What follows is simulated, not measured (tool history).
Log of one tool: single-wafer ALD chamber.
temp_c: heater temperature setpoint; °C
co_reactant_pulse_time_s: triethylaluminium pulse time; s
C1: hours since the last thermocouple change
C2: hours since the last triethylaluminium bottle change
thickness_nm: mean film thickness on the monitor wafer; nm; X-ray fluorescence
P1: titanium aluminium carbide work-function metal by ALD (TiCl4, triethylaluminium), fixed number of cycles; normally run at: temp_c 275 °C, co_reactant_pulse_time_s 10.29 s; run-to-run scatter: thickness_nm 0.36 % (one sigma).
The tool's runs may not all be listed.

run 1 hour=6 | temp_c=275 co_reactant_pulse_time_s=10.29 | C1=348.9 C2=445.1 | thickness_nm=1.7519
run 2 hour=16.1 | temp_c=264 co_reactant_pulse_time_s=5.75 | C1=359 C2=455.2 | thickness_nm=1.4811
run 3 hour=26.1 | temp_c=275 co_reactant_pulse_time_s=3.65 | C1=369 C2=465.2 | thickness_nm=1.2894
run 4 hour=31 | temp_c=254 co_reactant_pulse_time_s=10.29 | C1=373.9 C2=470.1 | thickness_nm=1.5844
run 5 hour=37.4 | temp_c=275 co_reactant_pulse_time_s=10.29 | C1=380.3 C2=476.5 | thickness_nm=1.7653
run 6 hour=45.3 | temp_c=275 co_reactant_pulse_time_s=10.29 | C1=388.2 C2=484.4 | thickness_nm=1.7645
run 7 hour=52.6 | temp_c=297 co_reactant_pulse_time_s=10.29 | C1=395.5 C2=491.7 | thickness_nm=1.9485
run 8 hour=61.9 | temp_c=275 co_reactant_pulse_time_s=16.35 | C1=404.8 C2=501 | thickness_nm=1.8056
-- hour=64.5 triethylaluminium bottle replaced
run 9 hour=69.3 | temp_c=275 co_reactant_pulse_time_s=10.29 | C1=412.2 C2=4.9 | thickness_nm=1.759
run 10 hour=78.4 | temp_c=275 co_reactant_pulse_time_s=10.29 | C1=421.3 C2=14 | thickness_nm=1.7658
run 11 hour=88.2 | temp_c=275 co_reactant_pulse_time_s=10.29 | C1=431.1 C2=23.8 | thickness_nm=1.7522
run 12 hour=93.6 | temp_c=275 co_reactant_pulse_time_s=10.29 | C1=436.5 C2=29.2 | thickness_nm=1.7528
run 13 hour=100.8 | temp_c=275 co_reactant_pulse_time_s=10.29 | C1=443.7 C2=36.4 | thickness_nm=1.7495
run 14 hour=108.4 | temp_c=275 co_reactant_pulse_time_s=10.29 | C1=451.3 C2=44 | thickness_nm=1.7404
run 15 hour=114.3 | temp_c=275 co_reactant_pulse_time_s=10.29 | C1=457.2 C2=49.9 | thickness_nm=1.7342
run 16 hour=123.5 | temp_c=275 co_reactant_pulse_time_s=10.29 | C1=466.4 C2=59.1 | thickness_nm=1.727
run 17 hour=131 | temp_c=275 co_reactant_pulse_time_s=10.29 | C1=473.9 C2=66.6 | thickness_nm=1.7123
run 18 hour=140.5 | temp_c=275 co_reactant_pulse_time_s=10.29 | C1=483.4 C2=76.1 | thickness_nm=1.7092
run 19 hour=150.4 | temp_c=275 co_reactant_pulse_time_s=10.29 | C1=493.3 C2=86 | thickness_nm=1.7159
run 20 hour=154.9 | temp_c=275 co_reactant_pulse_time_s=10.29 | C1=497.8 C2=90.5 | thickness_nm=1.7179
run 21 hour=163.8 | temp_c=275 co_reactant_pulse_time_s=10.29 | C1=506.7 C2=99.4 | thickness_nm=1.709
run 22 hour=171 | temp_c=275 co_reactant_pulse_time_s=10.29 | C1=513.9 C2=106.6 | thickness_nm=1.7253
run 23 hour=175.8 | temp_c=275 co_reactant_pulse_time_s=10.29 | C1=518.7 C2=111.4 | thickness_nm=1.7215

What P1 gives has crept away from where it was. These 2 causes fit the log equally well, each at the size given:
A: triethylaluminium dose below that of a fresh bottle (%) = 16.7
B: wafer temperature below the value expected at the setpoint (K) = 5.04
The creep began at about hour 93.6.

4 check runs are offered, one wafer each, their results left as question marks. Which one tells the causes apart?
run check 1 hour=180.6 | temp_c=296 co_reactant_pulse_time_s=10.29 | thickness_nm=?
run check 2 hour=180.6 | temp_c=297 co_reactant_pulse_time_s=10.29 | thickness_nm=?
run check 3 hour=180.6 | temp_c=261 co_reactant_pulse_time_s=10.29 | thickness_nm=?
run check 4 hour=180.6 | temp_c=275 co_reactant_pulse_time_s=5.78 | thickness_nm=?

What each check would give under each cause:
check=check_1 result=thickness_nm if_A=1.8897 if_B=1.8932
check=check_2 result=thickness_nm if_A=1.8981 if_B=1.9017
check=check_3 result=thickness_nm if_A=1.6034 if_B=1.6015
check=check_4 result=thickness_nm if_A=1.4666 if_B=1.5268
How far apart the two closest causes lie, in the result that separates them most: check 1 0.18 %; check 2 0.19 %; check 3 0.12 %; check 4 4.02 %
Only check 4 tells the causes apart: in the others they would give nearly the same result.

Check 4 was then run and gave: thickness_nm 1.5323 nm. Which cause is it?

It is B: wafer temperature below the value expected at the setpoint (K).
